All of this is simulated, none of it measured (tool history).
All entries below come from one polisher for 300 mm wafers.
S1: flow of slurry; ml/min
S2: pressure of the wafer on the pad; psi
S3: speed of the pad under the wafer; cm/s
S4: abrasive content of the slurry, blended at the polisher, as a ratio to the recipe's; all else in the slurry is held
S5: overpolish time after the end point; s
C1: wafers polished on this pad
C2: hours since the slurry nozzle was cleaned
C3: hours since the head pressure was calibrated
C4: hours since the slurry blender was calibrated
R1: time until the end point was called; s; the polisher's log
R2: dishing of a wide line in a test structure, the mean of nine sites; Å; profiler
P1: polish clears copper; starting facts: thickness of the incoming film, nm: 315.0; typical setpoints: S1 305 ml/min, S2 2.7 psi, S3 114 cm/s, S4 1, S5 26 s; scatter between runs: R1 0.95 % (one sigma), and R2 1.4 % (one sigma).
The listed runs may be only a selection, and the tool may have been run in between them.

{"run": 1, "hour": 14.6, "S1": 305, "S2": 2.7, "S3": 114, "S4": 1, "S5": 26, "C1": 305, "C2": 465.1, "C3": 121.5, "C4": 78.3, "R1": 123.38, "R2": 395.08}
{"run": 2, "hour": 26.8, "S1": 305, "S2": 2.7, "S3": 68, "S4": 1, "S5": 26, "C1": 434, "C2": 477.3, "C3": 133.7, "C4": 90.5, "R1": 209.4, "R2": 264.13}
{"run": 3, "hour": 38.5, "S1": 305, "S2": 2.7, "S3": 114, "S4": 1, "S5": 26, "C1": 558, "C2": 489, "C3": 145.4, "C4": 102.2, "R1": 124.66, "R2": 393.61}
{"run": 4, "hour": 51.8, "S1": 305, "S2": 2.7, "S3": 114, "S4": 1, "S5": 8, "C1": 699, "C2": 502.3, "C3": 158.7, "C4": 115.5, "R1": 124.88, "R2": 150.02}
{"run": 5, "hour": 64.9, "S1": 305, "S2": 2.7, "S3": 114, "S4": 1, "S5": 26, "C1": 838, "C2": 515.4, "C3": 171.8, "C4": 128.6, "R1": 124.9, "R2": 398.96}
{"run": 6, "hour": 73.3, "S1": 305, "S2": 2.7, "S3": 114, "S4": 1, "S5": 26, "C1": 927, "C2": 523.8, "C3": 180.2, "C4": 137, "R1": 124.64, "R2": 380.51}
{"run": 7, "hour": 85.4, "S1": 305, "S2": 2.7, "S3": 178, "S4": 1, "S5": 26, "C1": 1055, "C2": 535.9, "C3": 192.3, "C4": 149.1, "R1": 77.688, "R2": 515.43}
{"run": 8, "hour": 96.4, "S1": 305, "S2": 2.7, "S3": 114, "S4": 1, "S5": 26, "C1": 1171, "C2": 546.9, "C3": 203.3, "C4": 160.1, "R1": 123.25, "R2": 399.77}
{"run": 9, "hour": 108.6, "S1": 305, "S2": 2.7, "S3": 114, "S4": 1.35, "S5": 8, "C1": 1300, "C2": 559.1, "C3": 215.5, "C4": 172.3, "R1": 116.39, "R2": 157.49}
{"run": 10, "hour": 121.9, "S1": 305, "S2": 2.1, "S3": 114, "S4": 0.55, "S5": 26, "C1": 1441, "C2": 572.4, "C3": 228.8, "C4": 185.6, "R1": 176.88, "R2": 290.77}
{"run": 11, "hour": 132.0, "S1": 305, "S2": 4, "S3": 114, "S4": 1, "S5": 26, "C1": 1548, "C2": 582.5, "C3": 238.9, "C4": 195.7, "R1": 82.576, "R2": 532.67}
{"run": 12, "hour": 145.2, "S1": 305, "S2": 1.2, "S3": 114, "S4": 1, "S5": 26, "C1": 1688, "C2": 595.7, "C3": 252.1, "C4": 208.9, "R1": 278.85, "R2": 196.55}
{"run": 13, "hour": 156.6, "S1": 305, "S2": 2.7, "S3": 114, "S4": 1.5, "S5": 26, "C1": 1809, "C2": 607.1, "C3": 263.5, "C4": 220.3, "R1": 112.05, "R2": 430.03}
{"run": 14, "hour": 169.7, "S1": 305, "S2": 2.7, "S3": 114, "S4": 0.7, "S5": 26, "C1": 1948, "C2": 620.2, "C3": 276.6, "C4": 233.4, "R1": 134.51, "R2": 368.05}
{"run": 15, "hour": 182.7, "S1": 305, "S2": 2.7, "S3": 114, "S4": 1, "S5": 26, "C1": 2085, "C2": 633.2, "C3": 289.6, "C4": 246.4, "R1": 124.02, "R2": 392.91}
{"run": 16, "hour": 193.0, "S1": 395, "S2": 2.7, "S3": 114, "S4": 1, "S5": 26, "C1": 2194, "C2": 643.5, "C3": 299.9, "C4": 256.7, "R1": 120.38, "R2": 402.88}
{"run": 17, "hour": 203.6, "S1": 305, "S2": 2.7, "S3": 114, "S4": 1, "S5": 50, "C1": 2307, "C2": 654.1, "C3": 310.5, "C4": 267.3, "R1": 121.6, "R2": 588.2}
{"run": 18, "hour": 216.8, "S1": 185, "S2": 2.7, "S3": 114, "S4": 1, "S5": 26, "C1": 2446, "C2": 667.3, "C3": 323.7, "C4": 280.5, "R1": 131.81, "R2": 375.45}
{"run": 19, "hour": 230.1, "S1": 305, "S2": 2.7, "S3": 114, "S4": 1, "S5": 26, "C1": 2587, "C2": 680.6, "C3": 337, "C4": 293.8, "R1": 122.96, "R2": 393.47}
{"run": 20, "hour": 241.2, "S1": 305, "S2": 2.7, "S3": 114, "S4": 1, "S5": 26, "C1": 2705, "C2": 691.7, "C3": 348.1, "C4": 304.9, "R1": 125.23, "R2": 384.48}
{"run": 21, "hour": 250.2, "S1": 305, "S2": 2.7, "S3": 114, "S4": 1, "S5": 26, "C1": 2800, "C2": 700.7, "C3": 357.1, "C4": 313.9, "R1": 128.47, "R2": 386.23}
{"run": 22, "hour": 263.1, "S1": 305, "S2": 2.7, "S3": 114, "S4": 1, "S5": 26, "C1": 2937, "C2": 713.6, "C3": 370, "C4": 326.8, "R1": 127.62, "R2": 382.86}
{"run": 23, "hour": 274.7, "S1": 305, "S2": 2.7, "S3": 114, "S4": 1, "S5": 26, "C1": 3060, "C2": 725.2, "C3": 381.6, "C4": 338.4, "R1": 127.13, "R2": 384.91}
{"run": 24, "hour": 284.4, "S1": 305, "S2": 2.7, "S3": 114, "S4": 1, "S5": 26, "C1": 3162, "C2": 734.9, "C3": 391.3, "C4": 348.1, "R1": 130.06, "R2": 369}
{"hour": 288.3, "done": "worn pad replaced by a new one"}
{"run": 25, "hour": 298.8, "S1": 305, "S2": 2.7, "S3": 114, "S4": 1, "S5": 26, "C1": 111, "C2": 749.3, "C3": 405.7, "C4": 362.5, "R1": 128.63, "R2": 384.16}
{"run": 26, "hour": 306.0, "S1": 305, "S2": 2.7, "S3": 114, "S4": 1, "S5": 26, "C1": 187, "C2": 756.5, "C3": 412.9, "C4": 369.7, "R1": 129.33, "R2": 392.4}
{"hour": 306.5, "done": "head pressure recalibrated"}
{"run": 27, "hour": 312.7, "S1": 305, "S2": 2.7, "S3": 114, "S4": 1, "S5": 26, "C1": 258, "C2": 763.2, "C3": 6.3, "C4": 376.4, "R1": 130.94, "R2": 374.01}
{"run": 28, "hour": 321.9, "S1": 305, "S2": 2.7, "S3": 114, "S4": 1, "S5": 26, "C1": 356, "C2": 772.4, "C3": 15.5, "C4": 385.6, "R1": 132.44, "R2": 384.59}
{"run": 29, "hour": 335.3, "S1": 305, "S2": 2.7, "S3": 114, "S4": 1, "S5": 26, "C1": 498, "C2": 785.8, "C3": 28.9, "C4": 399, "R1": 129.68, "R2": 375.13}

P1 has crept away from where it was. The log is fitted equally well by each of these 2 causes, at the sizes shown:
A: slurry flow missing at the pad, % = 39.3
B: abrasive missing from the slurry, % = 23.6
The process output started creeping at around hour 230.1.
Why every other cause is out:
removal rate lost through wear of the pad, %: serviced at hour 288.3, after the change had begun; the process did not return to its earlier output
head's pressure below its setpoint, %: serviced at hour 306.5, after the change had begun; the process did not return to its earlier output

You are offered 4 check runs, listed below with question marks in place of their results; each one averages 5 wafers. Which run separates the listed causes by giving clearly different results for each?
{"run": "check 1", "hour": 348.7, "S1": 305, "S2": 1.3, "S3": 114, "S4": 1, "S5": 43, "R1": "?", "R2": "?"}
{"run": "check 2", "hour": 348.7, "S1": 185, "S2": 2.7, "S3": 170, "S4": 1, "S5": 26, "R1": "?", "R2": "?"}
{"run": "check 3", "hour": 348.7, "S1": 305, "S2": 2.7, "S3": 114, "S4": 0.85, "S5": 14, "R1": "?", "R2": "?"}
{"run": "check 4", "hour": 348.7, "S1": 305, "S2": 2.7, "S3": 114, "S4": 1.45, "S5": 26, "R1": "?", "R2": "?"}

If the cause were each of the candidates in turn, the checks would give the following:
check=check_1 result=R1 if_A=271.65 if_B=271.64
check=check_1 result=R2 if_A=298.78 if_B=298.78
check=check_2 result=R1 if_A=96.032 if_B=92.839
check=check_2 result=R2 if_A=467.88 if_B=478.06
check=check_3 result=R1 if_A=135.38 if_B=135.23
check=check_3 result=R2 if_A=225.43 if_B=225.65
check=check_4 result=R1 if_A=120.57 if_B=120.88
check=check_4 result=R2 if_A=401.32 if_B=400.6
Per-check spread between the two closest causes, in the result where they differ most: check 1 0 %; check 2 3.38 %; check 3 0.12 %; check 4 0.25 %
The causes can be told apart only by check 2. The other checks would give nearly the same results under each of them.

With check 2 done, the readings were: R1 92.487 s; R2 481.77 Å. Identify which of the listed causes applies.

Of the candidate causes, it is B: abrasive missing from the slurry, %.
